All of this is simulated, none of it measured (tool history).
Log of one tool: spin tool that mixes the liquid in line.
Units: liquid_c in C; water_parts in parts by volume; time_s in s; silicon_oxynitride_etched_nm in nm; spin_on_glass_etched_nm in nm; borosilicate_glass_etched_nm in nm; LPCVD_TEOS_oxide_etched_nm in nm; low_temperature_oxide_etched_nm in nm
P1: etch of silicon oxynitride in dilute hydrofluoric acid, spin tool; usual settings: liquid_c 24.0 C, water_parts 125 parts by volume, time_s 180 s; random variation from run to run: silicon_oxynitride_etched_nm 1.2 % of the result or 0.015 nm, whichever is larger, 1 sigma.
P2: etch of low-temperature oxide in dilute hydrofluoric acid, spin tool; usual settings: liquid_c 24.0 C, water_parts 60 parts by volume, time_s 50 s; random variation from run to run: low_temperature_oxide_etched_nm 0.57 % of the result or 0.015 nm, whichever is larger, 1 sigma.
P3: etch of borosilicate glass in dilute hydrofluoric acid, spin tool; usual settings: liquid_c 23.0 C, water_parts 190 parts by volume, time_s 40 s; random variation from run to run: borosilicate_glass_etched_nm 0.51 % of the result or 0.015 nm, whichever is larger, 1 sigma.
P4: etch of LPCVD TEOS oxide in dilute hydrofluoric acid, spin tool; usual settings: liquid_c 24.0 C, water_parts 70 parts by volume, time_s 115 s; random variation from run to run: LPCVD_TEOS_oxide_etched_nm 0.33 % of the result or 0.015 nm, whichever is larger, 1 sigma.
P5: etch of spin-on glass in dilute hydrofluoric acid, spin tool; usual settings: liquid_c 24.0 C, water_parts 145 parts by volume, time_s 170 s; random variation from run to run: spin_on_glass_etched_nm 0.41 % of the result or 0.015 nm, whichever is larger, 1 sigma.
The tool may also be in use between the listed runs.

run	day	process	liquid_c	water_parts	time_s	hours since the thermometer was replaced	hours since the hydrofluoric acid flow meter was replaced	silicon_oxynitride_etched_nm	spin_on_glass_etched_nm	borosilicate_glass_etched_nm	LPCVD_TEOS_oxide_etched_nm	low_temperature_oxide_etched_nm
1	0.558	P1	24.0	125	180	765.1	349.3	2.01070				
2	1.042	P1	24.0	85	20	776.7	360.9	0.36980				
3	1.417	P5	24.0	145	285	785.7	369.9		66.727			
4	1.971	P1	24.0	125	180	799.0	383.2	2.07120				
5	2.525	P1	32.0	125	180	812.3	396.5	2.87460				
6	3.154	P3	23.0	190	40	827.4	411.6			8.6977		
7	3.450	P5	24.0	50	170	834.5	418.7		130.660			
8	3.767	P5	24.0	145	170	842.1	426.3		39.933			
9	4.154	P5	19.5	145	170	851.4	435.6		33.415			
10	4.467	P1	24.0	50	180	858.9	443.1	5.58660				
11	4.800	P1	24.0	125	15	866.9	451.1	0.16975				
12	5.358	P1	31.0	65	180	880.3	464.5	5.62420				
13	5.983	P4	17.0	70	115	895.3	479.5				36.262	
14	6.558	P2	24.0	60	50	909.1	493.3					16.232
15	6.888	P2	24.0	90	50	917.0	501.2					10.317
16	7.283	P4	24.0	70	185	926.5	510.7				78.002	
17	7.888	P1	24.0	125	180	941.0	525.2	2.04680				
18	8.379	P3	23.0	190	15	952.8	537.0			3.2721		
19	8.921	P1	18.0	125	180	965.8	550.0	1.54890				
20	9.404	P3	23.0	335	40	977.4	561.6			4.3103		
21	10.004	P1	24.0	125	320	991.8	576.0	3.65400				
22	10.408	P4	24.0	70	115	1001.5	585.7				48.318	
23	10.967	P4	24.0	115	115	1014.9	599.1				28.095	
24	11.512	P1	24.0	205	180	1028.0	612.2	1.19020				
25	11.954	P3	17.0	190	40	1038.6	622.8			6.9035		
26	12.483	P1	24.0	125	180	1051.3	635.5	2.04890				
27	13.012	P2	17.0	60	50	1064.0	648.2					12.048
28	13.375	P1	24.0	125	180	1072.7	656.9	2.05430				
29	13.850	P1	24.0	125	180	1084.1	668.3	2.07070				
30	14.388	P2	24.0	60	95	1097.0	681.2					31.001
31	14.725	P1	24.0	125	180	1105.1	689.3	2.05720				
32	15.325	P1	24.0	125	180	1119.5	703.7	2.02530				
33	15.900	P1	24.0	125	180	1133.3	717.5	1.91210				
34	16.475	P1	24.0	125	180	1147.1	731.3	1.89700				
35	16.896	P1	24.0	125	180	1157.2	741.4	1.89930				
36	17.192	P1	24.0	125	180	1164.3	748.5	1.84140				
37	17.471	P1	24.0	125	180	1171.0	755.2	1.90850				
38	17.862	P1	24.0	125	180	1180.4	764.6	1.82490				
39	18.192	P1	24.0	125	180	1188.3	772.5	1.92120				

What P1 gives has crept away from where it was. These 2 causes fit the log equally well, each at the size given:
A: hydrofluoric acid flow below the setpoint (%) = 8.58
B: liquid colder than its thermometer reads (K) = 2.11
The creep began at about day 14.725.

4 check runs are offered, each on 2 wafers whose results are averaged, their results left as question marks. Which one tells the causes apart?
check 1	18.521	P3	17.0	335	40					?		
check 2	18.521	P5	20.0	55	170				?			
check 3	18.521	P2	17.0	60	75							?
check 4	18.521	P4	17.0	70	115						?	

What each check would give under each cause:
check	result	if A	if B
check 1	borosilicate_glass_etched_nm	3.0921	3.2034
check 2	spin_on_glass_etched_nm	90.725	91.249
check 3	low_temperature_oxide_etched_nm	16.382	16.446
check 4	LPCVD_TEOS_oxide_etched_nm	32.789	32.967
How far apart the two closest causes lie, in the result that separates them most: check 1 3.53 %; check 2 0.58 %; check 3 0.39 %; check 4 0.54 %
Only check 1 tells the causes apart: in the others they would give nearly the same result.

Then check 1 was run and gave: borosilicate_glass_etched_nm 3.0931 nm. Which cause is it?

It is A: hydrofluoric acid flow below the setpoint (%).

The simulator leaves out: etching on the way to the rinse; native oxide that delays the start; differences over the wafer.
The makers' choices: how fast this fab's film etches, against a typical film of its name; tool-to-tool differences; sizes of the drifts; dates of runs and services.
